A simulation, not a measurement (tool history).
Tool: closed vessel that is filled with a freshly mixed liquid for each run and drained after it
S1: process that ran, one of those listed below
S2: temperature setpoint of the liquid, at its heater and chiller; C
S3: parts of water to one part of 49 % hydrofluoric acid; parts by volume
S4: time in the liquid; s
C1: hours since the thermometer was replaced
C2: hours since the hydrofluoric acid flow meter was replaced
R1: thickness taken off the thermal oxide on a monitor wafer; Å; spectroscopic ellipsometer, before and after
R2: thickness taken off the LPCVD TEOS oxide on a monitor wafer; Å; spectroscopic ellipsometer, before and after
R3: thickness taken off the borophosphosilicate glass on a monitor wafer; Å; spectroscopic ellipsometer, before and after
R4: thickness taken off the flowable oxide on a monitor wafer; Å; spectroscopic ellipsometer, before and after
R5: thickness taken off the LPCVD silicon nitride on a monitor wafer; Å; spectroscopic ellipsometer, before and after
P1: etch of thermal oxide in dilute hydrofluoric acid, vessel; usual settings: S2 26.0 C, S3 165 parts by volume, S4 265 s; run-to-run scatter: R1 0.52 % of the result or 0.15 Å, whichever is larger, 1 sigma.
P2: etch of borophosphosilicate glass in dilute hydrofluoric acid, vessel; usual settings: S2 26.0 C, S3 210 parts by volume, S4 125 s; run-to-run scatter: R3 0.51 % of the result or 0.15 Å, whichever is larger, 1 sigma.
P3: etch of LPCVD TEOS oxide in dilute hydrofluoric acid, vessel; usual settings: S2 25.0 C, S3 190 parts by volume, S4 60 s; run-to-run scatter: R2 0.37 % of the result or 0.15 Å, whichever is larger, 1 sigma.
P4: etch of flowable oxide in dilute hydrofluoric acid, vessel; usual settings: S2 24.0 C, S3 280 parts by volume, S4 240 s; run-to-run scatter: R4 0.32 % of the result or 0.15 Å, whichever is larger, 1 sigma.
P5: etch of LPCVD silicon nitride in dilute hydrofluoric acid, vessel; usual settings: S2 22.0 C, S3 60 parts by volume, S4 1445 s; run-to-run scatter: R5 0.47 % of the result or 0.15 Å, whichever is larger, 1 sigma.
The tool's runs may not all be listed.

run,hour,S1,S2,S3,S4,C1,C2,R1,R2,R3,R4,R5
1,13.9,P1,26.0,165,265,504.8,104.7,74.944,,,,
2,26.6,P3,17.0,190,60,517.5,117.4,,67.721,,,
3,39.0,P2,33.0,210,125,529.9,129.8,,,317.85,,
4,48.3,P1,26.0,165,265,539.2,139.1,74.819,,,,
5,55.4,P1,26.0,165,105,546.3,146.2,29.807,,,,
6,64.0,P4,24.0,280,30,554.9,154.8,,,,36.963,
7,74.7,P4,32.0,280,240,565.6,165.5,,,,384.590,
8,88.5,P1,26.0,75,265,579.4,179.3,184.710,,,,
9,100.8,P3,25.0,190,60,591.7,191.6,,92.021,,,
10,112.0,P1,19.0,165,265,602.9,202.8,57.358,,,,
11,119.3,P1,26.0,165,265,610.2,210.1,75.128,,,,
12,132.9,P3,25.0,65,60,623.8,223.7,,312.440,,,
13,143.7,P5,26.5,60,1445,634.6,234.5,,,,,130.860
14,153.0,P5,22.0,60,1445,643.9,243.8,,,,,97.734
15,160.1,P1,26.0,225,265,651.0,250.9,51.679,,,,
16,168.6,P5,22.0,60,1445,659.5,259.4,,,,,97.196
17,182.2,P1,26.0,165,265,673.1,273.0,75.677,,,,
18,192.4,P1,33.0,165,265,683.3,283.2,95.922,,,,
19,206.2,P4,24.0,55,240,697.1,297.0,,,,1936.400,
20,212.8,P4,24.0,280,240,703.7,303.6,,,,294.700,
21,224.7,P5,22.0,20,1445,715.6,315.5,,,,,282.910
22,234.4,P5,22.0,60,265,725.3,325.2,,,,,17.872
23,245.0,P2,26.0,210,125,735.9,335.8,,,253.12,,
24,257.7,P1,26.0,275,90,748.6,348.5,13.437,,,,
25,269.3,P1,26.0,70,510,760.2,360.1,383.550,,,,
26,282.5,P3,25.0,190,30,773.4,373.3,,45.993,,,
27,291.5,P2,26.0,210,240,782.4,382.3,,,475.66,,
28,299.4,P2,26.0,85,125,790.3,390.2,,,717.65,,
29,311.7,P1,26.0,165,500,802.6,402.5,141.650,,,,
30,321.1,P1,26.0,165,265,812.0,411.9,75.559,,,,
31,329.6,P1,26.0,165,265,820.5,420.4,75.809,,,,
32,337.0,P1,26.0,165,265,827.9,427.8,78.215,,,,
33,344.3,P1,26.0,165,265,835.2,435.1,78.842,,,,
34,352.9,P1,26.0,165,265,843.8,443.7,78.668,,,,
35,364.1,P1,26.0,165,265,855.0,454.9,79.537,,,,
36,376.0,P1,26.0,165,265,866.9,466.8,80.140,,,,
37,388.9,P1,26.0,165,265,879.8,479.7,80.426,,,,
38,399.4,P1,26.0,165,265,890.3,490.2,79.259,,,,
39,405.7,P1,26.0,165,265,896.6,496.5,80.277,,,,
40,413.0,P1,26.0,165,265,903.9,503.8,79.372,,,,

What P1 gives has crept away from where it was. These 2 causes fit the log equally well, each at the size given:
A: liquid hotter than its thermometer reads (K) = 1.71
B: hydrofluoric acid flow above the setpoint (%) = 5.41
The creep began at about hour 321.1.

4 check runs are offered, one wafer each, their results left as question marks. Which one tells the causes apart?
check 1,420.3,P2,32.5,210,225,,,,,?,,
check 2,420.3,P3,25.0,125,30,,,,?,,,
check 3,420.3,P4,31.5,60,240,,,,,,?,
check 4,420.3,P5,22.0,20,565,,,,,,,?

What each check would give under each cause:
check,result,if A,if B
check 1,R3,596.55,602.63
check 2,R2,80.511,80.125
check 3,R4,2531.600,2512.300
check 4,R5,123.880,115.740
How far apart the two closest causes lie, in the result that separates them most: check 1 1.01 %; check 2 0.48 %; check 3 0.76 %; check 4 6.79 %
Only check 4 tells the causes apart: in the others they would give nearly the same result.

Check 4 was then run and gave: R5 115.840 Å. Which cause is it?

It is B: hydrofluoric acid flow above the setpoint (%).
